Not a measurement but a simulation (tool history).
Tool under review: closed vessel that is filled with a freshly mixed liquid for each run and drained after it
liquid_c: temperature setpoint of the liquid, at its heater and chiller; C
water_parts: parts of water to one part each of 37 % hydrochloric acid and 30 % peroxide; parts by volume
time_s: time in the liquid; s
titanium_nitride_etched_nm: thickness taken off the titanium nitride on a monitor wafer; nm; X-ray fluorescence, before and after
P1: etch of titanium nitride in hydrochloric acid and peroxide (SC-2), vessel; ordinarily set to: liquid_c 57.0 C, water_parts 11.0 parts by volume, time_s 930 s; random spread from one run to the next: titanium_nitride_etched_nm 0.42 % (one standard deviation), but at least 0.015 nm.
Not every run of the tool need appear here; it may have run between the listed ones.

run,day,liquid_c,water_parts,time_s,hours since the thermometer was replaced,hours since the chemicals flow meter was replaced,hours since the drum of peroxide was connected,titanium_nitride_etched_nm
1,0.312,57.0,11.0,930,527.3,622.1,201.5,41.299
2,0.771,57.0,11.0,930,538.3,633.1,212.5,41.855
3,1.192,57.0,11.0,1870,548.4,643.2,222.6,83.243
4,1.638,41.5,4.0,930,559.1,653.9,233.3,31.638
5,1.833,57.0,4.0,930,563.8,658.6,238.0,89.964
6,2.071,57.0,11.0,930,569.5,664.3,243.7,41.346
7,2.404,67.5,15.0,930,577.5,672.3,251.7,60.247
8,2.833,57.0,11.0,930,587.8,682.6,262.0,41.378
9,3.167,57.0,11.0,930,595.8,690.6,270.0,41.468
10,3.529,40.5,11.0,930,604.5,699.3,278.7,13.644
# day 3.533: new drum of peroxide connected
11,3.758,57.0,18.5,930,610.0,704.8,5.5,26.554
# day 4.050: chemicals flow meter replaced
12,4.108,57.0,11.0,440,618.4,1.4,13.9,19.615
13,4.317,65.0,11.0,930,623.4,6.4,18.9,68.527
14,4.679,57.0,11.0,930,632.1,15.1,27.6,41.634
15,5.004,65.0,11.0,1625,639.9,22.9,35.4,120.430
16,5.288,57.0,11.0,930,646.7,29.7,42.2,41.375
17,5.696,57.0,11.0,930,656.5,39.5,52.0,43.361
18,5.900,57.0,11.0,930,661.4,44.4,56.9,43.629
19,6.233,57.0,11.0,930,669.4,52.4,64.9,44.297
20,6.454,57.0,11.0,930,674.7,57.7,70.2,44.135
21,6.871,57.0,11.0,930,684.7,67.7,80.2,44.723
22,7.092,57.0,11.0,930,690.0,73.0,85.5,44.602

Expected results for the next run?
23,7.329,57.0,11.0,930,695.7,78.7,91.2,?

Run 23 gave titanium_nitride_etched_nm 44.871 nm.
